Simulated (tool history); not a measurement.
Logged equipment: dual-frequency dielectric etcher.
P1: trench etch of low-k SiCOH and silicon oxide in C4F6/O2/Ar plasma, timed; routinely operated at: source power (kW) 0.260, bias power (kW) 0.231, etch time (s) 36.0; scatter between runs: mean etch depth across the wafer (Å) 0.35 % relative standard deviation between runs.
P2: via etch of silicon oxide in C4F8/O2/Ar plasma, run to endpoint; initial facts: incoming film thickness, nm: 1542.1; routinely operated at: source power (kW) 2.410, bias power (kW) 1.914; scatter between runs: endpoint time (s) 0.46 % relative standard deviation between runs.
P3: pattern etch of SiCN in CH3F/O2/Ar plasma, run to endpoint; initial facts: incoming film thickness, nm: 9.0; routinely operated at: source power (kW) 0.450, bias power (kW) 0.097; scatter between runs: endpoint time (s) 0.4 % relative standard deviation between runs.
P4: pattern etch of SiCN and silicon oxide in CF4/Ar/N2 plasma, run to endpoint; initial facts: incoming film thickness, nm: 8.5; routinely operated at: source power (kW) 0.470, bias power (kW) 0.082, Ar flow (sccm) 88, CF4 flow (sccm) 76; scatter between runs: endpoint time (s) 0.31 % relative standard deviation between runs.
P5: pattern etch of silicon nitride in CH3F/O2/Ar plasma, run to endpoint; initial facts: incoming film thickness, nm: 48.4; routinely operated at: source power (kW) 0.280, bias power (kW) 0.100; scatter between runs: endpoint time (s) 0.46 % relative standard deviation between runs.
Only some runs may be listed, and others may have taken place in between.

run   hour  process that ran  source power (kW)  bias power (kW)  etch time (s)  Ar flow (sccm)  CF4 flow (sccm)  mean etch depth across the wafer (Å)  endpoint time (s)
  1    7.7                P1              0.260            0.231           36.0                                                                1056.50
  2   15.3                P1              0.260            0.231           36.0                                                                1055.20
  3   22.8                P1              0.260            0.231           36.0                                                                1054.80
  4   27.2                P1              0.170            0.231           36.0                                                                 901.21
      33.0  -- source power generator calibrated
  5   35.0                P3              0.450            0.068                                                                                                  23.6880
  6   39.5                P2              3.170            1.914                                                                                                 260.2500
  7   45.8                P5              0.280            0.100                                                                                                  71.4090
  8   51.3                P2              2.410            1.914                                                                                                 293.3500
  9   57.4                P5              0.280            0.060                                                                                                  85.7980
 10   66.6                P2              2.410            1.914                                                                                                 293.2600
      68.4  -- wet clean of the chamber
 11   72.5                P3              0.450            0.097                                                                                                  20.8760
      77.2  -- bias power generator calibrated
 12   79.9                P1              0.260            0.231           25.5                                                                 746.85
 13   88.5                P1              0.260            0.231           36.0                                                                1054.70
 14   96.9                P1              0.340            0.231           36.0                                                                1166.80
 15  101.8                P4              0.580            0.082                             88               76                                                   7.4458
 16  106.3                P1              0.260            0.231           36.0                                                                1054.80
 17  115.1                P4              0.470            0.082                            107               76                                                   9.2041
 18  119.7                P4              0.470            0.082                             88               76                                                   8.9801
 19  127.9                P5              0.210            0.100                                                                                                  79.5550
 20  135.1                P4              0.470            0.106                             88               76                                                   8.1757
 21  141.0                P2              2.410            2.709                                                                                                 265.1600
 22  148.9                P1              0.260            0.231           53.0                                                                1554.20
 23  155.7                P3              0.450            0.097                                                                                                  20.8680
 24  162.1                P3              0.540            0.097                                                                                                  19.4860
 25  168.4                P4              0.470            0.082                             88              105                                                   8.6266
 26  175.6                P5              0.280            0.100                                                                                                  71.6290
 27  185.0                P4              0.470            0.082                             88               76                                                   8.9301
 28  193.5                P1              0.260            0.186           36.0                                                                 982.98
 29  203.5                P1              0.180            0.156           36.0                                                                 804.32
 30  209.4                P1              0.260            0.277           36.0                                                                1128.00
 31  214.8                P1              0.260            0.231           36.0                                                                1053.50
 32  220.7                P1              0.260            0.231           36.0                                                                1049.30
 33  228.5                P1              0.260            0.231           36.0                                                                1050.70
 34  235.9                P1              0.260            0.231           36.0                                                                1038.60
 35  240.3                P1              0.260            0.231           36.0                                                                1041.80
 36  249.5                P1              0.260            0.231           36.0                                                                1041.70
 37  254.7                P1              0.260            0.231           36.0                                                                1039.40
 38  261.3                P1              0.260            0.231           36.0                                                                1035.00
     265.7  -- wet clean of the chamber
 39  269.6                P1              0.260            0.231           36.0                                                                1043.00
 40  277.8                P1              0.260            0.231           36.0                                                                1043.50
 41  285.3                P1              0.260            0.231           36.0                                                                1032.70

Compared with where it was, what P1 gives has crept away. Each cause listed below fits the log as well as the rest, at the size given for it:
A: source power that arrives under what is set, % = 4.47
B: bias power that arrives under what is set, % = 4.98
The process output started creeping at around hour 214.8.
Every other cause this tool's parts could produce, and why it does not fit the log:
chamber walls in a state that lowers the etch rate, %: maintenance at hour 265.7, after the shift began, did not return the process to its former output

Below are 4 check runs, each on a single wafer, with their results shown as question marks. Which of them would tell the listed causes apart, meaning the causes would give clearly different results under it?
check 1  292.8                P5              0.280            0.100                                                                                                        ?
check 2  292.8                P3              0.450            0.097                                                                                                        ?
check 3  292.8                P2              2.410            1.914                                                                                                        ?
check 4  292.8                P4              0.470            0.082                             88               76                                                        ?

If the cause were each of the candidates in turn, the checks would give the following:
  check             result      if A      if B
check 1  endpoint time (s)   72.9220   73.0820
check 2  endpoint time (s)   21.2160   21.2580
check 3  endpoint time (s)  298.4600  297.2000
check 4  endpoint time (s)    9.3230    9.1080
Per check, the gap between the least separated pair of causes, taken in the result that splits them most: check 1 0.22 %; check 2 0.2 %; check 3 0.42 %; check 4 2.33 %
Of the check runs offered, only check 4 discriminates between the causes; the rest would read about the same regardless of which cause applies.

With check 4 done, the readings were: endpoint time (s) 9.0808. Identify which of the listed causes applies.

The cause is B: bias power that arrives under what is set, %.

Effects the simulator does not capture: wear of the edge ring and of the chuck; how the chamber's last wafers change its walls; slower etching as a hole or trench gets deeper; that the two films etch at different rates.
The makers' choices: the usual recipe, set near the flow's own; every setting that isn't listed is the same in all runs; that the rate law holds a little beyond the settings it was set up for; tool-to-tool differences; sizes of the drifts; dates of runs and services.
